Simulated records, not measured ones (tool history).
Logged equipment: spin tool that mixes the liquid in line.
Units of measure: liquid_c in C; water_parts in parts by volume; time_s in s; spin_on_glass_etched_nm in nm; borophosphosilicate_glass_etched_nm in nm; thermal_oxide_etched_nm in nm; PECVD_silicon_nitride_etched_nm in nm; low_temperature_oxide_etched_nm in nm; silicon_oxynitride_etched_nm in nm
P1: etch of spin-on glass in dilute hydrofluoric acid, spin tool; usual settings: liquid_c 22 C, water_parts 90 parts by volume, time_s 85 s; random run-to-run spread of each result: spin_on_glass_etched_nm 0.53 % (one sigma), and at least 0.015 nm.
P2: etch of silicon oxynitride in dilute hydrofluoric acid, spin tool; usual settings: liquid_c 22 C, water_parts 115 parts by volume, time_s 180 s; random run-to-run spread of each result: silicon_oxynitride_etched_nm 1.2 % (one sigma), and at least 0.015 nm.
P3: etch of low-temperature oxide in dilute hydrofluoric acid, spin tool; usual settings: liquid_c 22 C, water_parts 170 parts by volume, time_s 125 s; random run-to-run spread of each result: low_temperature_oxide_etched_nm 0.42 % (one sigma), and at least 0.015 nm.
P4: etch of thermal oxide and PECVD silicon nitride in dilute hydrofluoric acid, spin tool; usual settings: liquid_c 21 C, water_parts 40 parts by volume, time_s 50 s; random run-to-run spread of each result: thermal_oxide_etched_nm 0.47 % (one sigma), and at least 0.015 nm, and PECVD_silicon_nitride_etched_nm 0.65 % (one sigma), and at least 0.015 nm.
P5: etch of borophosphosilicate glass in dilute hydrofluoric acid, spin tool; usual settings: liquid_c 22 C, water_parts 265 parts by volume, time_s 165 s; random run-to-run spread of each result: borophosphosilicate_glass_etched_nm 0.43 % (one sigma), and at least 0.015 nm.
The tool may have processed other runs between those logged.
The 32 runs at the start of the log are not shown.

run,hour,process,liquid_c,water_parts,time_s,hours since the thermometer was replaced,hours since the hydrofluoric acid flow meter was replaced,spin_on_glass_etched_nm,borophosphosilicate_glass_etched_nm,thermal_oxide_etched_nm,PECVD_silicon_nitride_etched_nm,low_temperature_oxide_etched_nm,silicon_oxynitride_etched_nm
33,415.0,P4,21,20,50,2221.4,141.5,,,11.1030,7.3060,,
34,431.6,P3,22,170,25,2238.0,158.1,,,,,1.3414,
35,444.3,P1,22,90,85,2250.7,170.8,35.6270,,,,,
36,459.8,P1,22,90,85,2266.2,186.3,37.2640,,,,,
37,475.9,P1,22,90,85,2282.3,202.4,38.0860,,,,,
38,488.6,P1,22,90,85,2295.0,215.1,38.8290,,,,,
39,503.2,P1,22,90,85,2309.6,229.7,38.9030,,,,,
40,513.3,P1,22,90,85,2319.7,239.8,39.1020,,,,,
41,522.7,P1,22,90,85,2329.1,249.2,39.3830,,,,,
42,537.9,P1,22,90,85,2344.3,264.4,39.4630,,,,,
43,549.1,P1,22,90,85,2355.5,275.6,39.4640,,,,,
44,562.3,P1,22,90,85,2368.7,288.8,39.5180,,,,,

The next listed run, before its measurement:
45,572.4,P1,22,90,85,2378.8,298.9,?,,,,,

spin_on_glass_etched_nm: 39.4540 nm
